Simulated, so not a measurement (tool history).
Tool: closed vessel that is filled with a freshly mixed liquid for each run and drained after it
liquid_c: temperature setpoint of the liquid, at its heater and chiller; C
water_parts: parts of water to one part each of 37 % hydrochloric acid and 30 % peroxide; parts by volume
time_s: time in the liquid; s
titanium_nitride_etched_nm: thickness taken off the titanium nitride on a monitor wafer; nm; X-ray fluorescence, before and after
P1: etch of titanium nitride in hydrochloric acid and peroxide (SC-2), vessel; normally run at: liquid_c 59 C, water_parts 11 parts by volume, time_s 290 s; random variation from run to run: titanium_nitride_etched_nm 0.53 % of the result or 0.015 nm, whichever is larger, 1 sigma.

| run | hour | liquid_c | water_parts | time_s | hours since the thermometer was replaced | hours since the chemicals flow meter was replaced | hours since the drum of peroxide was connected | titanium_nitride_etched_nm |
|---|---|---|---|---|---|---|---|---|
| 1 | 6.8 | 59 | 11 | 290 | 1200.9 | 408.2 | 104 | 11.101 |
| 2 | 16.9 | 59 | 11 | 290 | 1211 | 418.3 | 114.1 | 11.057 |
| 3 | 23.4 | 59 | 11 | 290 | 1217.5 | 424.8 | 120.6 | 11.093 |
| 4 | 31.7 | 67.5 | 18 | 290 | 1225.8 | 433.1 | 128.9 | 11.996 |
| 5 | 38.7 | 72 | 11 | 290 | 1232.8 | 440.1 | 135.9 | 24.355 |
|  | 41.6 | chemicals flow meter replaced |
| 6 | 49.7 | 59 | 4 | 290 | 1243.8 | 8.1 | 146.9 | 24.043 |
| 7 | 55.7 | 59 | 4 | 85 | 1249.8 | 14.1 | 152.9 | 6.992 |
| 8 | 63.9 | 59 | 11 | 565 | 1258 | 22.3 | 161.1 | 21.402 |
| 9 | 72.8 | 59 | 19.5 | 290 | 1266.9 | 31.2 | 170 | 6.6477 |
| 10 | 79.8 | 59 | 11 | 290 | 1273.9 | 38.2 | 177 | 10.957 |
| 11 | 89.7 | 59 | 11 | 30 | 1283.8 | 48.1 | 186.9 | 1.1705 |
| 12 | 100.2 | 42.5 | 11 | 290 | 1294.3 | 58.6 | 197.4 | 3.6933 |
| 13 | 106.7 | 59 | 11 | 290 | 1300.8 | 65.1 | 203.9 | 10.976 |

Forecast run 14:
| 14 | 114.4 | 59 | 15 | 535 | 1308.5 | 72.8 | 211.6 | ? |

{"run 14": {"titanium_nitride_etched_nm": 15.613}}

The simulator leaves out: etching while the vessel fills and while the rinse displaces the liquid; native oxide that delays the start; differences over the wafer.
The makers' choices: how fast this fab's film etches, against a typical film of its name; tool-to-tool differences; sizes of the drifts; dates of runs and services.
